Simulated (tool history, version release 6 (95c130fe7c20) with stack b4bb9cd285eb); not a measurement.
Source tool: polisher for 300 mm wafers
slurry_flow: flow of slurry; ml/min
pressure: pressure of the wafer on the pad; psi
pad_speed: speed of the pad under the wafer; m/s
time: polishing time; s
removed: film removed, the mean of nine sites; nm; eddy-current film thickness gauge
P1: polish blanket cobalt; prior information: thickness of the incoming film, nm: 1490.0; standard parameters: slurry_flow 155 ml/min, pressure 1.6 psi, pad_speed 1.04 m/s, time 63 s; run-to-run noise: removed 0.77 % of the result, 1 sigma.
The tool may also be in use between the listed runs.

run	hour	slurry_flow	pressure	pad_speed	time	removed
1	7.9	155	1.6	1.04	63	300.22
2	12	155	1.6	1.04	63	308.29
3	16.7	215	1.6	1.04	63	318.8
4	23	155	1.6	1.04	92	440.44
5	28.8	155	2.5	1.46	63	664.84
6	33.5	155	1.6	1.64	63	478.84
7	38.3	155	0.7	1.04	63	133.21
8	44.6	155	1.6	1.04	35	168.86
9	50.3	95	1.6	1.04	63	274.84
10	57.3	155	1.6	1.04	63	302.39
11	64.1	155	2.3	1.04	63	433.55
12	68.8	200	1.6	1.04	43	216.66
13	75.4	155	1.6	1.04	63	303.6
14	81.1	155	1.6	1.04	63	303.24
15	86	155	1.6	0.7	63	206.62
16	90.8	155	1.6	1.04	63	298.94
17	97.4	155	1.6	1.04	63	305.23
18	102.5	155	1.6	1.04	63	299.84
19	109	155	1.6	1.04	63	291.83
20	112.7	155	1.6	1.04	63	291.58
21	118.1	155	1.6	1.04	63	287.09
22	125.5	155	1.6	1.04	63	283.76
# hour 128: worn pad replaced by a new one
23	130.7	155	1.6	1.04	63	281.82
24	138	155	1.6	1.04	63	279.72
25	142.3	155	1.6	1.04	63	279.56
26	148.4	155	1.6	1.04	63	278.37
27	152.3	155	1.6	1.04	63	275.23
28	159	155	1.6	1.04	63	284.96

P1 no longer gives what it gave before; its output has crept away from where it was. The following 2 causes, each at its listed size, fit the log equally well:
A: head's pressure below its setpoint, % = 8.33
B: slurry flow missing at the pad, % = 34.8
The drift started at roughly hour 97.4.
Each remaining cause and why it is not a fit:
removal rate lost through wear of the pad, %: serviced at hour 128, after the drift had started, without restoring the earlier output

Consider the 4 check runs below, whose results appear as question marks and each of which averages 2 wafers. Which one distinguishes the causes, in that each cause would give it a clearly different result?
check 1	165.7	155	0.7	1.04	86	?
check 2	165.7	155	2	1.6	63	?
check 3	165.7	155	0.7	1.04	63	?
check 4	165.7	95	1.6	1.04	82	?

What each check would give under each cause:
check	result	if A	if B
check 1	removed	166.41	166.42
check 2	removed	535.86	535.87
check 3	removed	121.91	121.91
check 4	removed	327.34	312.44
Separation of the two closest causes in each check, using whichever result separates them best: check 1 0 %; check 2 0 %; check 3 0 %; check 4 4.66 %
Check 4 is the one run that separates the causes; every other check would come out nearly the same whichever cause is at work.

After running check 4, the following was obtained: removed 312.59 nm. Which cause does this point to?

It was cause B: slurry flow missing at the pad, %.
